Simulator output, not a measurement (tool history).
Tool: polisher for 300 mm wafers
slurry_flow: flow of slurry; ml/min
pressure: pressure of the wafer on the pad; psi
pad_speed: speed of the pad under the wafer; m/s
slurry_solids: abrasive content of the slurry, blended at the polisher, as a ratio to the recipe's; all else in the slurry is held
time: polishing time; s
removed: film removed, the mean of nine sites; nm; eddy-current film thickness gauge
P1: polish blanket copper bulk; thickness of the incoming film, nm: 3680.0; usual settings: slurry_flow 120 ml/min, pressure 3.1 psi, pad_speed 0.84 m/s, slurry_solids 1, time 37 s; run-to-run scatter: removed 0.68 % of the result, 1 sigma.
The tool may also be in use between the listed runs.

run,hour,slurry_flow,pressure,pad_speed,slurry_solids,time,wafers polished on this pad,hours since the slurry nozzle was cleaned,hours since the head pressure was calibrated,hours since the slurry blender was calibrated,removed
1,6.7,120,3.1,0.84,1,37,478,573.3,349.8,130.7,301.02
2,14.1,120,3.1,0.84,1,37,529,580.7,357.2,138.1,300.15
3,26.3,120,3.1,0.84,1,37,615,592.9,369.4,150.3,298.92
4,40,120,3.1,0.84,0.65,27,710,606.6,383.1,164,200.35
5,48.5,120,3.1,0.84,1.45,37,770,615.1,391.6,172.5,325.47
6,60.1,120,3.1,0.84,1,37,851,626.7,403.2,184.1,302.78
7,73.2,120,3.1,0.84,0.55,37,942,639.8,416.3,197.2,265.28
8,85,120,3.1,0.84,1,37,1025,651.6,428.1,209,300.27
9,98.9,120,4.4,0.84,1,37,1122,665.5,442,222.9,427.84
10,110.8,85,3.1,0.84,1,37,1205,677.4,453.9,234.8,275.22
11,119.2,120,1.4,0.84,1,37,1263,685.8,462.3,243.2,135.97
12,128.7,120,3.1,0.84,1,37,1330,695.3,471.8,252.7,298.16
13,136.4,185,3.1,0.84,1,37,1383,703,479.5,260.4,326.16
14,148.3,120,3.1,0.84,1,27,1466,714.9,491.4,272.3,217.64
15,159.5,150,1.9,0.84,1,37,1545,726.1,502.6,283.5,193.87
16,166,120,3.1,1.24,1,37,1590,732.6,509.1,290,450.44

Run 17 comes next. What will it give?
17,173.7,120,3.1,0.84,1,37,1644,740.3,516.8,297.7,?

{"run 17": {"removed": 300.99}}
